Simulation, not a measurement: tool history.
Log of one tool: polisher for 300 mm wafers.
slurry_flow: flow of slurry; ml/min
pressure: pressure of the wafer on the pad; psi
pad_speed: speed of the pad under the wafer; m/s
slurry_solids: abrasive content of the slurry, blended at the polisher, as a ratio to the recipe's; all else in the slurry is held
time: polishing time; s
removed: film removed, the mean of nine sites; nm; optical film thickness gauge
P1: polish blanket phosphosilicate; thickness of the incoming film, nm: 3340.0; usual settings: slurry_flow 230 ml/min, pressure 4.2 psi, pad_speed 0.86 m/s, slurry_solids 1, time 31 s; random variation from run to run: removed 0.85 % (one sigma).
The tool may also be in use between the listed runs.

| run | hour | slurry_flow | pressure | pad_speed | slurry_solids | time | wafers polished on this pad | hours since the slurry nozzle was cleaned | hours since the head pressure was calibrated | hours since the slurry blender was calibrated | hours since the conditioning disc was replaced | removed |
|---|---|---|---|---|---|---|---|---|---|---|---|---|
| 1 | 14.5 | 230 | 4.2 | 0.86 | 1 | 31 | 479 | 328.7 | 474.2 | 182.4 | 87 | 362.33 |
| 2 | 25.1 | 230 | 4.2 | 0.86 | 1 | 31 | 567 | 339.3 | 484.8 | 193 | 97.6 | 358.72 |
| 3 | 40.6 | 230 | 4.2 | 1.12 | 1 | 31 | 696 | 354.8 | 500.3 | 208.5 | 113.1 | 437.93 |
| 4 | 47.9 | 230 | 4.2 | 0.86 | 1 | 19 | 757 | 362.1 | 507.6 | 215.8 | 120.4 | 218.03 |
| 5 | 56.6 | 230 | 4.2 | 0.86 | 1 | 31 | 829 | 370.8 | 516.3 | 224.5 | 129.1 | 352.83 |
| 6 | 70.2 | 230 | 4.2 | 0.86 | 1 | 31 | 942 | 384.4 | 529.9 | 238.1 | 142.7 | 352.51 |
| 7 | 85.1 | 170 | 4.2 | 0.86 | 1 | 31 | 1066 | 399.3 | 544.8 | 253 | 157.6 | 343.6 |
| 8 | 95.7 | 230 | 4.2 | 0.86 | 1.4 | 19 | 1154 | 409.9 | 555.4 | 263.6 | 168.2 | 247.48 |
| 9 | 106.8 | 230 | 6.6 | 0.86 | 1 | 31 | 1247 | 421 | 566.5 | 274.7 | 179.3 | 558.49 |
| 10 | 121.1 | 230 | 4.2 | 0.86 | 1.35 | 31 | 1366 | 435.3 | 580.8 | 289 | 193.6 | 393.68 |
| 11 | 129.8 | 360 | 4.2 | 0.86 | 1 | 31 | 1438 | 444 | 589.5 | 297.7 | 202.3 | 372.55 |
|  | 134.2 | worn pad replaced by a new one |
| 12 | 140.8 | 230 | 4.2 | 0.86 | 1 | 31 | 55 | 455 | 600.5 | 308.7 | 213.3 | 356.83 |
| 13 | 148.9 | 230 | 4.2 | 0.86 | 0.55 | 31 | 122 | 463.1 | 608.6 | 316.8 | 221.4 | 262.34 |
| 14 | 161.5 | 140 | 4.2 | 0.86 | 1 | 43 | 227 | 475.7 | 621.2 | 329.4 | 234 | 462.54 |
| 15 | 173.1 | 230 | 4.2 | 0.86 | 1 | 49 | 323 | 487.3 | 632.8 | 341 | 245.6 | 554.88 |
| 16 | 187.4 | 230 | 1.9 | 0.86 | 1 | 31 | 442 | 501.6 | 647.1 | 355.3 | 259.9 | 159.32 |
| 17 | 199.9 | 230 | 4.2 | 0.46 | 1 | 31 | 546 | 514.1 | 659.6 | 367.8 | 272.4 | 212.31 |
| 18 | 210.2 | 230 | 4.2 | 1.28 | 1 | 22 | 632 | 524.4 | 669.9 | 378.1 | 282.7 | 344.85 |
| 19 | 223.6 | 230 | 4.2 | 0.86 | 1 | 31 | 743 | 537.8 | 683.3 | 391.5 | 296.1 | 355.62 |
| 20 | 233.1 | 230 | 4.2 | 0.86 | 1 | 31 | 822 | 547.3 | 692.8 | 401 | 305.6 | 356.5 |

Forecast run 21:
| 21 | 245.4 | 230 | 4.2 | 0.86 | 1 | 31 | 925 | 559.6 | 705.1 | 413.3 | 317.9 | ? |

{"run 21": {"removed": 341.4}}

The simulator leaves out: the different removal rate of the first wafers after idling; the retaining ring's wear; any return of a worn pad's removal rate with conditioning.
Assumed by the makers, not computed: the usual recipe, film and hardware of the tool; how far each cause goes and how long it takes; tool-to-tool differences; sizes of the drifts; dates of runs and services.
